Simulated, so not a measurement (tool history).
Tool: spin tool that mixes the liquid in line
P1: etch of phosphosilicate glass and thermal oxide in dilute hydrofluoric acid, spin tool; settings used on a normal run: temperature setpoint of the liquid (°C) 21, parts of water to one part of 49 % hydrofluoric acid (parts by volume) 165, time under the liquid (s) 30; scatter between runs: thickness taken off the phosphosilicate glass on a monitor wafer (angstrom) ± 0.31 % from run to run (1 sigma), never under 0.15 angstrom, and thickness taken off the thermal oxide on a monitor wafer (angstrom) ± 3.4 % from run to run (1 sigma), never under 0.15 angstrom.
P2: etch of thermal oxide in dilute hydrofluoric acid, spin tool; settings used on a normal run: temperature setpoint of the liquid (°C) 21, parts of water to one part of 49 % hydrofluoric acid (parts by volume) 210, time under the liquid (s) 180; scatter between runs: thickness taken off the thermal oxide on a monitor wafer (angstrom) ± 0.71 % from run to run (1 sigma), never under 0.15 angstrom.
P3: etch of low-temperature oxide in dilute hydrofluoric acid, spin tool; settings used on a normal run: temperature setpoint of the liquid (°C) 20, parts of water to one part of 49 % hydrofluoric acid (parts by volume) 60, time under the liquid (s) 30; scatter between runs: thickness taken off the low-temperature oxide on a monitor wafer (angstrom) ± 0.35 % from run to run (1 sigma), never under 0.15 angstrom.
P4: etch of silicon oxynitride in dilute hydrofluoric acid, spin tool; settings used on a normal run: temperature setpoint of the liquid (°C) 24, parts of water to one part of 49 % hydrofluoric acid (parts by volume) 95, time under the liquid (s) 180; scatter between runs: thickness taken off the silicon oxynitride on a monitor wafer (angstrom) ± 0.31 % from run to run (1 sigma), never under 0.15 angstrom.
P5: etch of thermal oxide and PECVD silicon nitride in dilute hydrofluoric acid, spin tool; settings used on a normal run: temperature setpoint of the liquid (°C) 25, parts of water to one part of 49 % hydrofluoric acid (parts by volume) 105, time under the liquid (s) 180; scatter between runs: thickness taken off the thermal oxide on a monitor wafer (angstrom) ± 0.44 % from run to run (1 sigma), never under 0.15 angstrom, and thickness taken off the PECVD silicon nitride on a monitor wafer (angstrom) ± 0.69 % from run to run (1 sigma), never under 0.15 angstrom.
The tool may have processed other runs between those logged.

| run | day | process that ran | temperature setpoint of the liquid (°C) | parts of water to one part of 49 % hydrofluoric acid (parts by volume) | time under the liquid (s) | hours since the thermometer was replaced | hours since the hydrofluoric acid flow meter was replaced | thickness taken off the phosphosilicate glass on a monitor wafer (angstrom) | thickness taken off the thermal oxide on a monitor wafer (angstrom) | thickness taken off the PECVD silicon nitride on a monitor wafer (angstrom) | thickness taken off the silicon oxynitride on a monitor wafer (angstrom) | thickness taken off the low-temperature oxide on a monitor wafer (angstrom) |
|---|---|---|---|---|---|---|---|---|---|---|---|---|
| 1 | 0.321 | P1 | 21 | 165 | 30 | 970.1 | 289.3 | 241.9 | 7.0331 |  |  |  |
| 2 | 0.646 | P1 | 27 | 165 | 30 | 977.9 | 297.1 | 302.12 | 8.271 |  |  |  |
| 3 | 1 | P5 | 25 | 105 | 305 | 986.4 | 305.6 |  | 140.18 | 53.192 |  |  |
| 4 | 1.388 | P1 | 21 | 165 | 30 | 995.7 | 314.9 | 240.61 | 6.7232 |  |  |  |
| 5 | 1.592 | P1 | 17 | 165 | 30 | 1000.6 | 319.8 | 205.33 | 5.9488 |  |  |  |
| 6 | 1.975 | P1 | 21 | 165 | 15 | 1009.8 | 329 | 120.93 | 3.4619 |  |  |  |
| 7 | 2.354 | P2 | 21 | 210 | 15 | 1018.9 | 338.1 |  | 2.2819 |  |  |  |
| 8 | 2.738 | P4 | 24 | 95 | 180 | 1028.1 | 347.3 |  |  |  | 88.687 |  |
| 9 | 3.058 | P1 | 17.5 | 290 | 30 | 1035.8 | 355 | 106.68 | 3.2409 |  |  |  |
| 10 | 3.446 | P3 | 20 | 110 | 30 | 1045.1 | 364.3 |  |  |  |  | 42.692 |
| 11 | 3.829 | P1 | 21 | 165 | 30 | 1054.3 | 373.5 | 242.05 | 7.3079 |  |  |  |
| 12 | 4.171 | P1 | 21 | 165 | 30 | 1062.5 | 381.7 | 241.25 | 6.6559 |  |  |  |
| 13 | 4.492 | P4 | 24 | 175 | 180 | 1070.2 | 389.4 |  |  |  | 44.644 |  |
| 14 | 4.683 | P1 | 21 | 90 | 30 | 1074.8 | 394 | 480.76 | 13.176 |  |  |  |
| 15 | 4.938 | P4 | 19.5 | 95 | 180 | 1080.9 | 400.1 |  |  |  | 71.013 |  |
| 16 | 5.192 | P3 | 20 | 60 | 30 | 1087 | 406.2 |  |  |  |  | 82.715 |
| 17 | 5.5 | P1 | 21 | 165 | 30 | 1094.4 | 413.6 | 240.64 | 6.9594 |  |  |  |
| 18 | 5.708 | P1 | 21 | 165 | 60 | 1099.4 | 418.6 | 485.15 | 14.348 |  |  |  |
| 19 | 6.025 | P1 | 21 | 165 | 30 | 1107 | 426.2 | 241.33 | 6.6902 |  |  |  |
| 20 | 6.292 | P2 | 21 | 210 | 180 | 1113.4 | 432.6 |  | 28.896 |  |  |  |
| 21 | 6.546 | P4 | 24 | 95 | 180 | 1119.5 | 438.7 |  |  |  | 87.997 |  |
| 22 | 6.754 | P1 | 27.5 | 50 | 30 | 1124.5 | 443.7 | 1185.9 | 31.976 |  |  |  |
| 23 | 6.979 | P4 | 24 | 95 | 15 | 1129.9 | 449.1 |  |  |  | 7.5425 |  |
| 24 | 7.379 | P5 | 25 | 105 | 180 | 1139.5 | 458.7 |  | 83.4 | 31.079 |  |  |
| 25 | 7.738 | P2 | 21 | 65 | 180 | 1148.1 | 467.3 |  | 111.83 |  |  |  |
| 26 | 7.912 | P5 | 25 | 155 | 180 | 1152.3 | 471.5 |  | 53.696 | 20.753 |  |  |
| 27 | 8.229 | P3 | 20 | 60 | 15 | 1159.9 | 479.1 |  |  |  |  | 41.166 |
| 28 | 8.454 | P2 | 28 | 210 | 180 | 1165.3 | 484.5 |  | 37.575 |  |  |  |
| 29 | 8.667 | P5 | 25 | 105 | 180 | 1170.4 | 489.6 |  | 84.525 | 30.697 |  |  |
| 30 | 8.858 | P1 | 21 | 245 | 30 | 1175 | 494.2 | 150 | 4.6423 |  |  |  |
| 31 | 9.233 | P5 | 19 | 105 | 180 | 1184 | 503.2 |  | 65.137 | 20.725 |  |  |
| 32 | 9.417 | P3 | 17 | 60 | 30 | 1188.4 | 507.6 |  |  |  |  | 73.283 |
| 33 | 9.75 | P1 | 21 | 215 | 15 | 1196.4 | 515.6 | 88.177 | 2.4787 |  |  |  |
| 34 | 10.1 | P1 | 21 | 165 | 30 | 1204.8 | 524 | 242.72 | 6.9342 |  |  |  |
| 35 | 10.333 | P1 | 21 | 165 | 30 | 1210.4 | 529.6 | 246.8 | 7.1322 |  |  |  |
| 36 | 10.538 | P1 | 21 | 165 | 30 | 1215.3 | 534.5 | 249.87 | 7.4957 |  |  |  |
| 37 | 10.762 | P1 | 21 | 165 | 30 | 1220.7 | 539.9 | 251.22 | 7.3052 |  |  |  |
| 38 | 10.967 | P1 | 21 | 165 | 30 | 1225.6 | 544.8 | 253.63 | 7.7814 |  |  |  |
| 39 | 11.329 | P1 | 21 | 165 | 30 | 1234.3 | 553.5 | 253.63 | 7.0422 |  |  |  |
| 40 | 11.638 | P1 | 21 | 165 | 30 | 1241.7 | 560.9 | 254.44 | 7.057 |  |  |  |
| 41 | 11.821 | P1 | 21 | 165 | 30 | 1246.1 | 565.3 | 255.24 | 7.1766 |  |  |  |

P1 no longer gives what it gave before; its output has crept away from where it was. The following 2 causes, each at its listed size, fit the log equally well:
A: hydrofluoric acid flow above the setpoint (%) = 4.71
B: liquid hotter than its thermometer reads (K) = 1.39
At approximately day 10.1, the process output began to creep.

Each of the check runs listed below is run on 2 wafers and reports their average, with the results left as question marks. Pick the one under which the possible causes would lead to clearly different results.
| check 1 | 12.004 | P2 | 27 | 210 | 15 |  |  |  | ? |  |  |  |
| check 2 | 12.004 | P4 | 24 | 170 | 35 |  |  |  |  |  | ? |  |
| check 3 | 12.004 | P5 | 19.5 | 105 | 255 |  |  |  | ? | ? |  |  |
| check 4 | 12.004 | P3 | 20 | 105 | 30 |  |  |  |  |  |  | ? |

Check results expected under each cause:
| check | result | if A | if B |
|---|---|---|---|
| check 1 | thickness taken off the thermal oxide on a monitor wafer (angstrom) | 3.2299 | 3.2045 |
| check 2 | thickness taken off the silicon oxynitride on a monitor wafer (angstrom) | 9.5175 | 9.619 |
| check 3 | thickness taken off the thermal oxide on a monitor wafer (angstrom) | 99.771 | 100.33 |
| check 3 | thickness taken off the PECVD silicon nitride on a monitor wafer (angstrom) | 31.7 | 33.308 |
| check 4 | thickness taken off the low-temperature oxide on a monitor wafer (angstrom) | 47.5 | 47.753 |
How far apart the two closest causes lie, in the result that separates them most: check 1 0.79 %; check 2 1.06 %; check 3 4.95 %; check 4 0.53 %
Only in check 3 would the causes give clearly different results; in the remaining checks their results would be nearly the same.

After running check 3, the following was obtained: thickness taken off the thermal oxide on a monitor wafer (angstrom) 100.11; thickness taken off the PECVD silicon nitride on a monitor wafer (angstrom) 32.12. Which cause does this point to?

Of the candidate causes, it is A: hydrofluoric acid flow above the setpoint (%).

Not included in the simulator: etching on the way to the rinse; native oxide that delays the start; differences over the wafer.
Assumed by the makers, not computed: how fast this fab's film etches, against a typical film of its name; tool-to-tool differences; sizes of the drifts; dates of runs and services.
